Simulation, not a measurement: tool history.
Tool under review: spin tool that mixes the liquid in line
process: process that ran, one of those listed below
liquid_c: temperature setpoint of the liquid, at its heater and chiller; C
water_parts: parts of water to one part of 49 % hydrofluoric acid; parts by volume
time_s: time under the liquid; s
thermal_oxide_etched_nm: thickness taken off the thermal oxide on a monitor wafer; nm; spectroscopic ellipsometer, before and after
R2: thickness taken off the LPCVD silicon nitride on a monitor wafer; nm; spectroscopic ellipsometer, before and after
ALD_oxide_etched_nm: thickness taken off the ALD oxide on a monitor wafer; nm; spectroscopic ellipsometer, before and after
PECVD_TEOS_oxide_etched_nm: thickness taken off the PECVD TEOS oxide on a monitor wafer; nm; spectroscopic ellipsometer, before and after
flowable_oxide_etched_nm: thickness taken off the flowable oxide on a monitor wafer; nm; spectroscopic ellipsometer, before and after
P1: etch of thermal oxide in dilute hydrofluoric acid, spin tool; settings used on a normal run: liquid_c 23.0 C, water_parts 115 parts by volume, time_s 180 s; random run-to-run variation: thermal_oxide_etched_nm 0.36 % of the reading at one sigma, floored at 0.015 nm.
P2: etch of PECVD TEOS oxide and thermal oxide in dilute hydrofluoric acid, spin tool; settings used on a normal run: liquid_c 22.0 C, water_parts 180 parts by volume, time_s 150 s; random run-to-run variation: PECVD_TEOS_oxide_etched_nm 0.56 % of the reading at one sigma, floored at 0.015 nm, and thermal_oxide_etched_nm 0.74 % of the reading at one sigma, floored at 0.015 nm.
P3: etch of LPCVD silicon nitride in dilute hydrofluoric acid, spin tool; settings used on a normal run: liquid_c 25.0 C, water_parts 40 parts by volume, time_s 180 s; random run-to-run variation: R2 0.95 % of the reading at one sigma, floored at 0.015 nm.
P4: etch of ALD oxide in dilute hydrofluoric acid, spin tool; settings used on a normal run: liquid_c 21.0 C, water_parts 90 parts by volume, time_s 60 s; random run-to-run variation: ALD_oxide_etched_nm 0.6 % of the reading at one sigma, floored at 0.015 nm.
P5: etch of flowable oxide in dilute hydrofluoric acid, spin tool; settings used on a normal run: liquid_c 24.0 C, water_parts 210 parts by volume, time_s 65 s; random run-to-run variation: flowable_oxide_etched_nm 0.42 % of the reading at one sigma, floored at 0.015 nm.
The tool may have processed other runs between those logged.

Run 1, hour 13.6: process P1, liquid_c 23.0 C, water_parts 115 parts by volume, time_s 180 s. Result: thermal_oxide_etched_nm 7.1055 nm.
Run 2, hour 23.6: process P3, liquid_c 25.0 C, water_parts 40 parts by volume, time_s 180 s. Result: R2 2.4034 nm.
Run 3, hour 31.6: process P1, liquid_c 17.0 C, water_parts 175 parts by volume, time_s 180 s. Result: thermal_oxide_etched_nm 3.4374 nm.
Run 4, hour 40.2: process P4, liquid_c 21.0 C, water_parts 150 parts by volume, time_s 60 s. Result: ALD_oxide_etched_nm 3.3549 nm.
Run 5, hour 49.8: process P1, liquid_c 23.0 C, water_parts 115 parts by volume, time_s 180 s. Result: thermal_oxide_etched_nm 7.0989 nm.
Run 6, hour 57.8: process P1, liquid_c 23.0 C, water_parts 65 parts by volume, time_s 180 s. Result: thermal_oxide_etched_nm 13.3680 nm.
Run 7, hour 66.8: process P2, liquid_c 22.0 C, water_parts 180 parts by volume, time_s 295 s. Result: thermal_oxide_etched_nm 6.6290 nm, PECVD_TEOS_oxide_etched_nm 30.4820 nm.
Run 8, hour 77.0: process P5, liquid_c 24.0 C, water_parts 210 parts by volume, time_s 65 s. Result: flowable_oxide_etched_nm 11.5710 nm.
Run 9, hour 91.8: process P1, liquid_c 23.0 C, water_parts 115 parts by volume, time_s 45 s. Result: thermal_oxide_etched_nm 1.7608 nm.
Run 10, hour 105.2: process P5, liquid_c 24.0 C, water_parts 210 parts by volume, time_s 100 s. Result: flowable_oxide_etched_nm 17.9770 nm.
Run 11, hour 119.6: process P4, liquid_c 21.0 C, water_parts 90 parts by volume, time_s 115 s. Result: ALD_oxide_etched_nm 11.3790 nm.
Run 12, hour 133.3: process P5, liquid_c 20.0 C, water_parts 210 parts by volume, time_s 65 s. Result: flowable_oxide_etched_nm 9.9141 nm.
Run 13, hour 143.2: process P1, liquid_c 23.0 C, water_parts 115 parts by volume, time_s 330 s. Result: thermal_oxide_etched_nm 13.1170 nm.
Run 14, hour 152.5: process P1, liquid_c 23.0 C, water_parts 115 parts by volume, time_s 180 s. Result: thermal_oxide_etched_nm 7.1125 nm.
Run 15, hour 166.9: process P2, liquid_c 22.0 C, water_parts 180 parts by volume, time_s 150 s. Result: thermal_oxide_etched_nm 3.3365 nm, PECVD_TEOS_oxide_etched_nm 15.4280 nm.
Run 16, hour 179.1: process P1, liquid_c 23.0 C, water_parts 175 parts by volume, time_s 180 s. Result: thermal_oxide_etched_nm 4.3636 nm.
Run 17, hour 190.5: process P5, liquid_c 24.0 C, water_parts 105 parts by volume, time_s 65 s. Result: flowable_oxide_etched_nm 26.2950 nm.
Run 18, hour 201.0: process P1, liquid_c 17.5 C, water_parts 115 parts by volume, time_s 180 s. Result: thermal_oxide_etched_nm 5.7276 nm.
Run 19, hour 215.7: process P1, liquid_c 29.5 C, water_parts 115 parts by volume, time_s 180 s. Result: thermal_oxide_etched_nm 9.1143 nm.
Run 20, hour 229.2: process P2, liquid_c 22.0 C, water_parts 270 parts by volume, time_s 150 s. Result: thermal_oxide_etched_nm 2.0538 nm, PECVD_TEOS_oxide_etched_nm 9.4668 nm.
Run 21, hour 242.5: process P3, liquid_c 25.0 C, water_parts 55 parts by volume, time_s 180 s. Result: R2 1.7591 nm.
Run 22, hour 255.6: process P2, liquid_c 22.0 C, water_parts 180 parts by volume, time_s 150 s. Result: thermal_oxide_etched_nm 3.3362 nm, PECVD_TEOS_oxide_etched_nm 15.5210 nm.
Run 23, hour 262.6: process P4, liquid_c 26.5 C, water_parts 90 parts by volume, time_s 60 s. Result: ALD_oxide_etched_nm 7.4331 nm.
Run 24, hour 269.6: process P1, liquid_c 23.0 C, water_parts 115 parts by volume, time_s 180 s. Result: thermal_oxide_etched_nm 7.0687 nm.
Run 25, hour 276.4: process P3, liquid_c 17.5 C, water_parts 40 parts by volume, time_s 180 s. Result: R2 1.4748 nm.
Run 26, hour 290.9: process P2, liquid_c 17.0 C, water_parts 180 parts by volume, time_s 150 s. Result: thermal_oxide_etched_nm 2.7682 nm, PECVD_TEOS_oxide_etched_nm 12.8280 nm.
Run 27, hour 300.3: process P5, liquid_c 24.0 C, water_parts 210 parts by volume, time_s 65 s. Result: flowable_oxide_etched_nm 11.6000 nm.
Run 28, hour 308.0: process P4, liquid_c 21.0 C, water_parts 90 parts by volume, time_s 60 s. Result: ALD_oxide_etched_nm 5.9756 nm.
Run 29, hour 320.6: process P3, liquid_c 25.0 C, water_parts 40 parts by volume, time_s 325 s. Result: R2 4.3330 nm.
Run 30, hour 331.3: process P3, liquid_c 25.0 C, water_parts 40 parts by volume, time_s 180 s. Result: R2 2.4434 nm.
Run 31, hour 344.0: process P1, liquid_c 23.0 C, water_parts 115 parts by volume, time_s 180 s. Result: thermal_oxide_etched_nm 7.1693 nm.
Run 32, hour 351.4: process P1, liquid_c 23.0 C, water_parts 115 parts by volume, time_s 180 s. Result: thermal_oxide_etched_nm 7.0084 nm.
Run 33, hour 357.9: process P1, liquid_c 23.0 C, water_parts 115 parts by volume, time_s 180 s. Result: thermal_oxide_etched_nm 6.9561 nm.
Run 34, hour 364.6: process P1, liquid_c 23.0 C, water_parts 115 parts by volume, time_s 180 s. Result: thermal_oxide_etched_nm 6.8767 nm.
Run 35, hour 371.4: process P1, liquid_c 23.0 C, water_parts 115 parts by volume, time_s 180 s. Result: thermal_oxide_etched_nm 6.8336 nm.
Run 36, hour 380.1: process P1, liquid_c 23.0 C, water_parts 115 parts by volume, time_s 180 s. Result: thermal_oxide_etched_nm 6.7828 nm.
Run 37, hour 390.8: process P1, liquid_c 23.0 C, water_parts 115 parts by volume, time_s 180 s. Result: thermal_oxide_etched_nm 6.7476 nm.
Run 38, hour 401.8: process P1, liquid_c 23.0 C, water_parts 115 parts by volume, time_s 180 s. Result: thermal_oxide_etched_nm 6.7264 nm.
Run 39, hour 414.1: process P1, liquid_c 23.0 C, water_parts 115 parts by volume, time_s 180 s. Result: thermal_oxide_etched_nm 6.7601 nm.
Run 40, hour 420.7: process P1, liquid_c 23.0 C, water_parts 115 parts by volume, time_s 180 s. Result: thermal_oxide_etched_nm 6.7034 nm.

The output of P1 has drifted from where it used to be. Each of the 2 causes below, taken at the size shown beside it, accounts for the log equally well:
A: liquid colder than its thermometer reads (K) = 1.41
B: hydrofluoric acid flow below the setpoint (%) = 4.81
The drift started at roughly hour 344.0.

Which of the 4 check runs listed below, each an average over 3 wafers with its results shown as question marks, gives clearly different results under the different listed causes?
Run check 1, hour 427.3: process P2, liquid_c 17.5 C, water_parts 180 parts by volume, time_s 225 s. Result: thermal_oxide_etched_nm ?, PECVD_TEOS_oxide_etched_nm ?.
Run check 2, hour 427.3: process P5, liquid_c 24.0 C, water_parts 125 parts by volume, time_s 65 s. Result: flowable_oxide_etched_nm ?.
Run check 3, hour 427.3: process P3, liquid_c 18.5 C, water_parts 40 parts by volume, time_s 295 s. Result: R2 ?.
Run check 4, hour 427.3: process P4, liquid_c 21.0 C, water_parts 150 parts by volume, time_s 95 s. Result: ALD_oxide_etched_nm ?.

What each check would give under each cause:
  check                      result     if A     if B
check 1     thermal_oxide_etched_nm   3.9909   3.9872
check 1  PECVD_TEOS_oxide_etched_nm  18.5360  18.5190
check 2    flowable_oxide_etched_nm  20.2990  20.2680
check 3                          R2   2.3015   2.4251
check 4         ALD_oxide_etched_nm   5.0443   5.0373
How far apart the two closest causes lie, in the result that separates them most: check 1 0.09 %; check 2 0.15 %; check 3 5.23 %; check 4 0.14 %
Check 3 distinguishes between the causes, while the remaining checks would return nearly the same result for all of them.

Here is what check 3 returned: R2 2.3325 nm. Which cause is it?

A is the cause: liquid colder than its thermometer reads (K).
